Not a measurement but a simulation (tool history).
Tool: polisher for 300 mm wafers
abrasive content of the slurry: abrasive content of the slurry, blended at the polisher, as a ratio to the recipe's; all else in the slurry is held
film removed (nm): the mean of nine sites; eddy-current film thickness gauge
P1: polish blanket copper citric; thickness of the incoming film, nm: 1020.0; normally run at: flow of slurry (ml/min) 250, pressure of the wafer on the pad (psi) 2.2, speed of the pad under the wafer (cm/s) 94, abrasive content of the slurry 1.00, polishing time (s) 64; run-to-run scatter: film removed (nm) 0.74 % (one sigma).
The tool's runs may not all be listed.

| run | day | flow of slurry (ml/min) | pressure of the wafer on the pad (psi) | speed of the pad under the wafer (cm/s) | abrasive content of the slurry | polishing time (s) | wafers polished on this pad | hours since the slurry nozzle was cleaned | hours since the head pressure was calibrated | hours since the slurry blender was calibrated | film removed (nm) |
|---|---|---|---|---|---|---|---|---|---|---|---|
| 1 | 0.192 | 250 | 2.2 | 94 | 1.00 | 64 | 144 | 455.1 | 695.6 | 48.5 | 109.030 |
| 2 | 0.538 | 250 | 2.2 | 94 | 1.00 | 64 | 209 | 463.4 | 703.9 | 56.8 | 110.540 |
|  | 0.675 | head pressure recalibrated |
| 3 | 0.804 | 250 | 2.2 | 94 | 1.45 | 64 | 259 | 469.8 | 3.1 | 63.2 | 119.630 |
| 4 | 1.025 | 250 | 3.5 | 94 | 1.00 | 64 | 300 | 475.1 | 8.4 | 68.5 | 171.510 |
| 5 | 1.321 | 250 | 2.2 | 44 | 1.00 | 64 | 355 | 482.2 | 15.5 | 75.6 | 53.406 |
| 6 | 1.642 | 250 | 2.2 | 94 | 1.25 | 98 | 415 | 489.9 | 23.2 | 83.3 | 175.680 |
| 7 | 1.962 | 250 | 2.2 | 136 | 1.00 | 64 | 475 | 497.6 | 30.9 | 91.0 | 157.990 |
| 8 | 2.221 | 335 | 2.2 | 94 | 1.00 | 64 | 524 | 503.8 | 37.1 | 97.2 | 113.160 |
| 9 | 2.454 | 250 | 2.2 | 94 | 1.00 | 64 | 567 | 509.4 | 42.7 | 102.8 | 108.750 |
| 10 | 2.679 | 250 | 1.6 | 94 | 1.00 | 64 | 610 | 514.8 | 48.1 | 108.2 | 79.915 |
| 11 | 3.038 | 250 | 2.2 | 94 | 1.00 | 43 | 677 | 523.4 | 56.7 | 116.8 | 73.809 |
| 12 | 3.271 | 345 | 3.4 | 94 | 1.00 | 64 | 720 | 529.0 | 62.3 | 122.4 | 173.180 |
| 13 | 3.521 | 250 | 2.2 | 94 | 1.00 | 64 | 767 | 535.0 | 68.3 | 128.4 | 110.320 |
| 14 | 3.817 | 250 | 2.2 | 94 | 1.00 | 64 | 822 | 542.1 | 75.4 | 135.5 | 108.650 |
| 15 | 4.188 | 250 | 2.2 | 94 | 1.00 | 64 | 892 | 551.0 | 84.3 | 144.4 | 109.050 |
| 16 | 4.554 | 250 | 2.2 | 94 | 1.00 | 96 | 960 | 559.8 | 93.1 | 153.2 | 163.360 |
| 17 | 4.775 | 150 | 2.2 | 94 | 1.00 | 64 | 1002 | 565.1 | 98.4 | 158.5 | 103.270 |
| 18 | 5.129 | 250 | 2.2 | 94 | 0.65 | 64 | 1068 | 573.6 | 106.9 | 167.0 | 100.630 |
| 19 | 5.383 | 250 | 2.2 | 94 | 1.00 | 64 | 1116 | 579.7 | 113.0 | 173.1 | 109.450 |
| 20 | 5.567 | 250 | 2.2 | 94 | 1.00 | 64 | 1150 | 584.1 | 117.4 | 177.5 | 109.030 |
| 21 | 5.933 | 250 | 2.2 | 94 | 1.00 | 64 | 1219 | 592.9 | 126.2 | 186.3 | 106.180 |
| 22 | 6.238 | 250 | 2.2 | 94 | 1.00 | 64 | 1275 | 600.2 | 133.5 | 193.6 | 106.650 |
|  | 6.458 | head pressure recalibrated |
| 23 | 6.538 | 250 | 2.2 | 94 | 1.00 | 64 | 1332 | 607.4 | 1.9 | 200.8 | 104.650 |
| 24 | 6.733 | 250 | 2.2 | 94 | 1.00 | 64 | 1368 | 612.1 | 6.6 | 205.5 | 105.160 |
| 25 | 7.038 | 250 | 2.2 | 94 | 1.00 | 64 | 1425 | 619.4 | 13.9 | 212.8 | 103.370 |
| 26 | 7.204 | 250 | 2.2 | 94 | 1.00 | 64 | 1456 | 623.4 | 17.9 | 216.8 | 104.150 |
|  | 7.292 | worn pad replaced by a new one |
| 27 | 7.579 | 250 | 2.2 | 94 | 1.00 | 64 | 54 | 632.4 | 26.9 | 225.8 | 103.320 |
| 28 | 7.946 | 250 | 2.2 | 94 | 1.00 | 64 | 122 | 641.2 | 35.7 | 234.6 | 104.120 |

What P1 gives has crept away from where it was. These 2 causes fit the log equally well, each at the size given:
A: slurry flow missing at the pad, % = 33.8
B: abrasive missing from the slurry, % = 22.8
The creep began at about day 5.383.
Why every other cause is out:
removal rate lost through wear of the pad, %: serviced at day 7.292, which brought nothing back
head's pressure below its setpoint, %: serviced at day 6.458, which brought nothing back

4 check runs are offered, each on 3 wafers whose results are averaged, their results left as question marks. Which one tells the causes apart?
| check 1 | 8.312 | 250 | 2.7 | 94 | 1.00 | 93 |  |  |  |  | ? |
| check 2 | 8.312 | 250 | 3.4 | 94 | 1.00 | 64 |  |  |  |  | ? |
| check 3 | 8.312 | 150 | 2.2 | 94 | 1.00 | 95 |  |  |  |  | ? |
| check 4 | 8.312 | 250 | 2.2 | 58 | 1.00 | 64 |  |  |  |  | ? |

What each check would give under each cause:
| check | result | if A | if B |
|---|---|---|---|
| check 1 | film removed (nm) | 184.320 | 184.290 |
| check 2 | film removed (nm) | 158.800 | 158.770 |
| check 3 | film removed (nm) | 139.210 | 143.820 |
| check 4 | film removed (nm) | 65.557 | 65.546 |
How far apart the two closest causes lie, in the result that separates them most: check 1 0.02 %; check 2 0.02 %; check 3 3.26 %; check 4 0.02 %
Only check 3 tells the causes apart: in the others they would give nearly the same result.

Then check 3 was run and gave: film removed (nm) 139.460. Which cause is it?

It is A: slurry flow missing at the pad, %.
